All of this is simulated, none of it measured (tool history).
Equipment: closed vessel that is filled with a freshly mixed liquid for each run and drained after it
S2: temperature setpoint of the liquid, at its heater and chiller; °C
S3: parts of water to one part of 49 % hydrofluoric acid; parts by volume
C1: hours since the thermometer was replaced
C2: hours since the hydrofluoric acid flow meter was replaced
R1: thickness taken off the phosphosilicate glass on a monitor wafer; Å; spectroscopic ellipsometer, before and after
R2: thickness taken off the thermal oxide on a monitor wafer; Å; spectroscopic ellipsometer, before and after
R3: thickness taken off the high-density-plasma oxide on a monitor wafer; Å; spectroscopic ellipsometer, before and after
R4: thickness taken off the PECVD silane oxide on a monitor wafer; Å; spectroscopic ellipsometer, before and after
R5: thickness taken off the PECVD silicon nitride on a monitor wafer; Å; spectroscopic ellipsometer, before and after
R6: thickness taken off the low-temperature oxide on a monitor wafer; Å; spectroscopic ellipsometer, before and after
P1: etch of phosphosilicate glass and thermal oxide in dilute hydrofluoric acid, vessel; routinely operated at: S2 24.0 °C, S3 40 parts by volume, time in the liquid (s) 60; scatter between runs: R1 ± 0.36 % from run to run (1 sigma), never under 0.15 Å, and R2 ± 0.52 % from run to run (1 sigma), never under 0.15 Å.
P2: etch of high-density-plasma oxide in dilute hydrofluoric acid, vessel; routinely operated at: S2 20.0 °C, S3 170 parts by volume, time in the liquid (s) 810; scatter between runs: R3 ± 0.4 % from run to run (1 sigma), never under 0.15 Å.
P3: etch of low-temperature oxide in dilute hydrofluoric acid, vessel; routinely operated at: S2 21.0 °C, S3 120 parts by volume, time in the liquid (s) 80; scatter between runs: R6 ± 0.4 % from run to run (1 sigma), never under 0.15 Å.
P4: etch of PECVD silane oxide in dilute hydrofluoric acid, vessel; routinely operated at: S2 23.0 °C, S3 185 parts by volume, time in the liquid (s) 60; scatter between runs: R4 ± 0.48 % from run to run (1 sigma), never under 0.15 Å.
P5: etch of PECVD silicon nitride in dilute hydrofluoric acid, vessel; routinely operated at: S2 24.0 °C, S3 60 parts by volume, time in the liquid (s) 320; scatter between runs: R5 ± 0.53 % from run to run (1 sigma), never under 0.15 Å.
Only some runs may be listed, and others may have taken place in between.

run 1 hour=5.7 | process_that_ran=P1 S2=24.0 S3=40 time_in_the_liquid_(s)=60 | C1=529.2 C2=1029.1 | R1=2202.60 R2=79.331
run 2 hour=9.8 | process_that_ran=P2 S2=20.0 S3=30 time_in_the_liquid_(s)=810 | C1=533.3 C2=1033.2 | R3=1615.70
run 3 hour=14.9 | process_that_ran=P4 S2=17.0 S3=185 time_in_the_liquid_(s)=60 | C1=538.4 C2=1038.3 | R4=53.202
run 4 hour=20.4 | process_that_ran=P1 S2=18.0 S3=40 time_in_the_liquid_(s)=60 | C1=543.9 C2=1043.8 | R1=1718.20 R2=61.423
run 5 hour=27.8 | process_that_ran=P1 S2=24.0 S3=40 time_in_the_liquid_(s)=60 | C1=551.3 C2=1051.2 | R1=2213.40 R2=79.063
run 6 hour=32.8 | process_that_ran=P1 S2=24.0 S3=40 time_in_the_liquid_(s)=30 | C1=556.3 C2=1056.2 | R1=1104.80 R2=39.289
run 7 hour=36.5 | process_that_ran=P2 S2=17.0 S3=170 time_in_the_liquid_(s)=810 | C1=560.0 C2=1059.9 | R3=215.12
run 8 hour=43.3 | process_that_ran=P2 S2=20.0 S3=170 time_in_the_liquid_(s)=1560 | C1=566.8 C2=1066.7 | R3=471.92
run 9 hour=50.7 | process_that_ran=P5 S2=24.0 S3=40 time_in_the_liquid_(s)=320 | C1=574.2 C2=1074.1 | R5=243.14
run 10 hour=56.2 | process_that_ran=P2 S2=20.0 S3=170 time_in_the_liquid_(s)=810 | C1=579.7 C2=1079.6 | R3=242.23
run 11 hour=61.0 | process_that_ran=P1 S2=24.0 S3=20 time_in_the_liquid_(s)=60 | C1=584.5 C2=1084.4 | R1=4541.50 R2=162.590
run 12 hour=64.9 | process_that_ran=P1 S2=24.0 S3=40 time_in_the_liquid_(s)=60 | C1=588.4 C2=1088.3 | R1=2204.90 R2=79.133
run 13 hour=72.1 | process_that_ran=P5 S2=17.5 S3=60 time_in_the_liquid_(s)=320 | C1=595.6 C2=1095.5 | R5=104.17
run 14 hour=79.7 | process_that_ran=P4 S2=23.0 S3=185 time_in_the_liquid_(s)=115 | C1=603.2 C2=1103.1 | R4=127.190
run 15 hour=83.5 | process_that_ran=P3 S2=21.0 S3=165 time_in_the_liquid_(s)=80 | C1=607.0 C2=1106.9 | R6=68.329
run 16 hour=91.0 | process_that_ran=P1 S2=24.0 S3=40 time_in_the_liquid_(s)=60 | C1=614.5 C2=1114.4 | R1=2206.90 R2=79.059
run 17 hour=96.2 | process_that_ran=P1 S2=24.0 S3=40 time_in_the_liquid_(s)=105 | C1=619.7 C2=1119.6 | R1=3880.00 R2=137.890
run 18 hour=100.7 | process_that_ran=P3 S2=21.0 S3=120 time_in_the_liquid_(s)=160 | C1=624.2 C2=1124.1 | R6=197.510
run 19 hour=104.5 | process_that_ran=P1 S2=24.0 S3=70 time_in_the_liquid_(s)=60 | C1=628.0 C2=1127.9 | R1=1211.90 R2=43.098
run 20 hour=110.6 | process_that_ran=P5 S2=24.0 S3=60 time_in_the_liquid_(s)=320 | C1=634.1 C2=1134.0 | R5=165.02
-- hour=113.4 hydrofluoric acid flow meter replaced
run 21 hour=114.3 | process_that_ran=P4 S2=23.0 S3=90 time_in_the_liquid_(s)=60 | C1=637.8 C2=0.9 | R4=153.180
run 22 hour=120.6 | process_that_ran=P1 S2=30.5 S3=40 time_in_the_liquid_(s)=60 | C1=644.1 C2=7.2 | R1=2865.00 R2=103.050
run 23 hour=127.0 | process_that_ran=P1 S2=24.0 S3=60 time_in_the_liquid_(s)=30 | C1=650.5 C2=13.6 | R1=723.05 R2=25.464
run 24 hour=132.9 | process_that_ran=P1 S2=24.0 S3=40 time_in_the_liquid_(s)=60 | C1=656.4 C2=19.5 | R1=2210.50 R2=79.339
run 25 hour=139.3 | process_that_ran=P5 S2=24.0 S3=60 time_in_the_liquid_(s)=625 | C1=662.8 C2=25.9 | R5=318.78
run 26 hour=145.3 | process_that_ran=P1 S2=24.0 S3=40 time_in_the_liquid_(s)=60 | C1=668.8 C2=31.9 | R1=2202.20 R2=78.970
run 27 hour=150.8 | process_that_ran=P1 S2=30.0 S3=40 time_in_the_liquid_(s)=105 | C1=674.3 C2=37.4 | R1=4909.60 R2=176.010
run 28 hour=155.4 | process_that_ran=P3 S2=17.0 S3=120 time_in_the_liquid_(s)=80 | C1=678.9 C2=42.0 | R6=83.668
run 29 hour=159.0 | process_that_ran=P3 S2=21.0 S3=120 time_in_the_liquid_(s)=80 | C1=682.5 C2=45.6 | R6=99.383

What does the tool deliver on the next run?
run 30 hour=165.8 | process_that_ran=P1 S2=24.0 S3=40 time_in_the_liquid_(s)=60 | C1=689.3 C2=52.4 | R1=? R2=?

{"run 30": {"R1": 2191.6, "R2": 78.96}}
